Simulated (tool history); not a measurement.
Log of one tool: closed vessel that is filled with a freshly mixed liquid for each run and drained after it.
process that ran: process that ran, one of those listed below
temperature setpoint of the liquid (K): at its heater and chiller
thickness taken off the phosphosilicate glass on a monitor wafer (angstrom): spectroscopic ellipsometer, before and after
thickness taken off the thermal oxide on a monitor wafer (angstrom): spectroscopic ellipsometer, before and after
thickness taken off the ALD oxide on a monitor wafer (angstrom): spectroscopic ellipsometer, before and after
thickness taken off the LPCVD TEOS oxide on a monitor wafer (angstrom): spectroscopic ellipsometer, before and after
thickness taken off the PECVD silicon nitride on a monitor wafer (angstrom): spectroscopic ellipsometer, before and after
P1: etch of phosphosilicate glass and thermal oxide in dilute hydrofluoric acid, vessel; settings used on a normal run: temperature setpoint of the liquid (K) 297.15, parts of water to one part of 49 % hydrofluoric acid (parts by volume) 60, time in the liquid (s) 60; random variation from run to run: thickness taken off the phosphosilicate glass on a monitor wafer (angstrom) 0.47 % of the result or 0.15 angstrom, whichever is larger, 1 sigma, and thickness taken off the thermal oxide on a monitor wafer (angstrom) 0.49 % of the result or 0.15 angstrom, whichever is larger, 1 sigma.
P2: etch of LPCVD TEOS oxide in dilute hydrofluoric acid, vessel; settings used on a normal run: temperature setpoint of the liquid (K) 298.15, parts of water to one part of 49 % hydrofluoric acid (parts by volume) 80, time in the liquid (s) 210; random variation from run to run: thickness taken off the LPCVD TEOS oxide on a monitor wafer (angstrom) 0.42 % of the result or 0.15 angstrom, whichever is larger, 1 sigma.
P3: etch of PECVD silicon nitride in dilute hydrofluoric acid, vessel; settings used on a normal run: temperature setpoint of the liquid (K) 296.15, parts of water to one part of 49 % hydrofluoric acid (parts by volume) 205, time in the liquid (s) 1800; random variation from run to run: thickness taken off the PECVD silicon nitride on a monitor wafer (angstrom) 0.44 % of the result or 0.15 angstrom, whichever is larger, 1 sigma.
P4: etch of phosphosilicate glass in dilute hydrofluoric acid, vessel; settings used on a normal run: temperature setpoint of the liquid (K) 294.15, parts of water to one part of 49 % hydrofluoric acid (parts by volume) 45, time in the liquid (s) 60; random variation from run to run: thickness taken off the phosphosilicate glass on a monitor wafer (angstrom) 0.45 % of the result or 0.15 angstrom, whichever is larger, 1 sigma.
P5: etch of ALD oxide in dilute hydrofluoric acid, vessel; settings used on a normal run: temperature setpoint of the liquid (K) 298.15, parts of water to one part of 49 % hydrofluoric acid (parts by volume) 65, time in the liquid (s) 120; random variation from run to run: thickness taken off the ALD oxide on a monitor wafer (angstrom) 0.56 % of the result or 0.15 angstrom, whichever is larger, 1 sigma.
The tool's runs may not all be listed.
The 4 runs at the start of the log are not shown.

| run | hour | process that ran | temperature setpoint of the liquid (K) | parts of water to one part of 49 % hydrofluoric acid (parts by volume) | time in the liquid (s) | thickness taken off the phosphosilicate glass on a monitor wafer (angstrom) | thickness taken off the thermal oxide on a monitor wafer (angstrom) | thickness taken off the ALD oxide on a monitor wafer (angstrom) | thickness taken off the LPCVD TEOS oxide on a monitor wafer (angstrom) | thickness taken off the PECVD silicon nitride on a monitor wafer (angstrom) |
|---|---|---|---|---|---|---|---|---|---|---|
| 5 | 27.3 | P1 | 293.15 | 35 | 60 | 3138.3 | 72.31 |  |  |  |
| 6 | 34.7 | P4 | 294.15 | 45 | 110 | 2063.6 |  |  |  |  |
| 7 | 42.2 | P2 | 306.65 | 80 | 210 |  |  |  | 632.45 |  |
| 8 | 49 | P3 | 296.15 | 205 | 1800 |  |  |  |  | 140.72 |
| 9 | 55 | P2 | 298.15 | 80 | 210 |  |  |  | 456.14 |  |
| 10 | 62.1 | P1 | 297.15 | 60 | 60 | 2081.2 | 48.479 |  |  |  |
| 11 | 66.7 | P1 | 297.15 | 60 | 115 | 3992.7 | 92.507 |  |  |  |
| 12 | 74.7 | P4 | 301.15 | 45 | 60 | 1490.9 |  |  |  |  |
| 13 | 78.6 | P1 | 297.15 | 60 | 60 | 2085.6 | 48.189 |  |  |  |
| 14 | 84.6 | P3 | 296.15 | 345 | 1800 |  |  |  |  | 84.006 |
| 15 | 90.5 | P2 | 298.15 | 20 | 210 |  |  |  | 1993.8 |  |
| 16 | 95.3 | P3 | 303.15 | 205 | 1800 |  |  |  |  | 218.5 |
| 17 | 100.6 | P1 | 297.15 | 60 | 60 | 2100.9 | 48.474 |  |  |  |
| 18 | 107.5 | P4 | 294.15 | 45 | 60 | 1120.9 |  |  |  |  |
| 19 | 115.1 | P1 | 297.15 | 60 | 30 | 1048.3 | 24.597 |  |  |  |

What will run 20 give?
| 20 | 123.2 | P2 | 298.15 | 80 | 210 |  |  |  | ? |  |

{"run 20": {"thickness taken off the LPCVD TEOS oxide on a monitor wafer (angstrom)": 457.62}}
